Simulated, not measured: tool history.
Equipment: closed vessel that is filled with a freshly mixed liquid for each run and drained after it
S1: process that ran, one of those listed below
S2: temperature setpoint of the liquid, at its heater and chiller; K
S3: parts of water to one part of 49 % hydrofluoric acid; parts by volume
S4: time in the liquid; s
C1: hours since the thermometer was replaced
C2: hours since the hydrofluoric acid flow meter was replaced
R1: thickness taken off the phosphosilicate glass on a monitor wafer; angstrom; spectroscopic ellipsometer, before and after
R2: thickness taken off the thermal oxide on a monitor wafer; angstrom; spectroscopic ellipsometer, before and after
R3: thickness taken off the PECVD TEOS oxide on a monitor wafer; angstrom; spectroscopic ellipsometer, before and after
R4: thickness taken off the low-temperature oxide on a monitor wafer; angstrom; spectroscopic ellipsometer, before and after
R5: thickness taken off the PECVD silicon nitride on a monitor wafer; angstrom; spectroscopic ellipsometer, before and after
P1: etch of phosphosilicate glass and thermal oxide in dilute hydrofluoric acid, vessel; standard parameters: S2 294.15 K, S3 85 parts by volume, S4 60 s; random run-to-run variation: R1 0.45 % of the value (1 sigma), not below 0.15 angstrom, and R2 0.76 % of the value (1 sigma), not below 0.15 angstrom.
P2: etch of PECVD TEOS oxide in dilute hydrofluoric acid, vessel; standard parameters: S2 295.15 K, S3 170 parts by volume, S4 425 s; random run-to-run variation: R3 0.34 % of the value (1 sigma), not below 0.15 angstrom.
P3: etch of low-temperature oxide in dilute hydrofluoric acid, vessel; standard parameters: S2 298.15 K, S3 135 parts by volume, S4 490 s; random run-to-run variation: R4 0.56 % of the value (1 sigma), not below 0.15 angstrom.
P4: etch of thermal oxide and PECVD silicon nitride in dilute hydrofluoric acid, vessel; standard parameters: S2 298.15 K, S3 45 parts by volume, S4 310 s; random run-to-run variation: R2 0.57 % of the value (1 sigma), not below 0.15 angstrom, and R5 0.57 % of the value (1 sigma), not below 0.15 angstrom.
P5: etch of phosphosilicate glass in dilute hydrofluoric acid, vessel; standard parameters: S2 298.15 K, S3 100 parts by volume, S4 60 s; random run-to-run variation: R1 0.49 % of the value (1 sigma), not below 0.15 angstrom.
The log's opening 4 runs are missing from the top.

| run | hour | S1 | S2 | S3 | S4 | C1 | C2 | R1 | R2 | R3 | R4 | R5 |
|---|---|---|---|---|---|---|---|---|---|---|---|---|
| 5 | 18.4 | P3 | 298.15 | 135 | 490 | 403.3 | 602.1 |  |  |  | 373.66 |  |
| 6 | 21 | P1 | 294.15 | 85 | 60 | 405.9 | 604.7 | 828.69 | 30.517 |  |  |  |
| 7 | 23.4 | P1 | 301.65 | 85 | 60 | 408.3 | 607.1 | 1111.1 | 42.044 |  |  |  |
| 8 | 27.3 | P3 | 303.65 | 135 | 490 | 412.2 | 611 |  |  |  | 455.02 |  |
| 9 | 31.1 | P4 | 306.15 | 45 | 310 | 416 | 614.8 |  | 501.11 |  |  | 332.46 |
| 10 | 35.3 | P2 | 295.15 | 300 | 425 | 420.2 | 619 |  |  | 166.67 |  |  |
| 11 | 39.9 | P1 | 290.15 | 85 | 60 | 424.8 | 623.6 | 701.42 | 25.981 |  |  |  |
| 12 | 43.8 | P3 | 298.15 | 30 | 490 | 428.7 | 627.5 |  |  |  | 1915.4 |  |
| 13 | 46.1 | P1 | 294.15 | 85 | 60 | 431 | 629.8 | 827 | 30.395 |  |  |  |
|  | 46.6 | thermometer replaced |
| 14 | 48.4 | P4 | 298.15 | 70 | 310 | 1.9 | 632.1 |  | 228.27 |  |  | 128.15 |
| 15 | 53 | P1 | 294.15 | 30 | 60 | 6.5 | 636.7 | 2489.6 | 94.417 |  |  |  |
| 16 | 56.4 | P1 | 294.15 | 85 | 30 | 9.9 | 640.1 | 409.46 | 15.36 |  |  |  |
| 17 | 59.1 | P2 | 295.15 | 170 | 660 | 12.6 | 642.8 |  |  | 522.84 |  |  |
| 18 | 62.9 | P4 | 298.15 | 45 | 525 | 16.4 | 646.6 |  | 622.29 |  |  | 333.28 |
| 19 | 65.5 | P5 | 298.15 | 150 | 60 | 19 | 649.2 | 375.54 |  |  |  |  |
| 20 | 68.5 | P1 | 294.15 | 85 | 60 | 22 | 652.2 | 830.19 | 30.694 |  |  |  |
| 21 | 72.7 | P1 | 290.65 | 55 | 60 | 26.2 | 656.4 | 1143.4 | 42.456 |  |  |  |
| 22 | 75.3 | P1 | 294.15 | 145 | 60 | 28.8 | 659 | 454.22 | 17.151 |  |  |  |
| 23 | 77.4 | P5 | 303.65 | 100 | 60 | 30.9 | 661.1 | 739.05 |  |  |  |  |
| 24 | 81.6 | P1 | 294.15 | 140 | 30 | 35.1 | 665.3 | 236.56 | 8.8876 |  |  |  |
| 25 | 84.6 | P5 | 298.15 | 100 | 60 | 38.1 | 668.3 | 599.29 |  |  |  |  |
| 26 | 87.3 | P3 | 298.15 | 135 | 805 | 40.8 | 671 |  |  |  | 616.97 |  |
| 27 | 90.6 | P3 | 298.15 | 135 | 490 | 44.1 | 674.3 |  |  |  | 374.15 |  |
| 28 | 94.2 | P4 | 298.15 | 45 | 310 | 47.7 | 677.9 |  | 362.8 |  |  | 196.13 |

Forecast run 29:
| 29 | 97.1 | P2 | 295.15 | 170 | 425 | 50.6 | 680.8 |  |  | ? |  |  |

R3: 335.46 angstrom
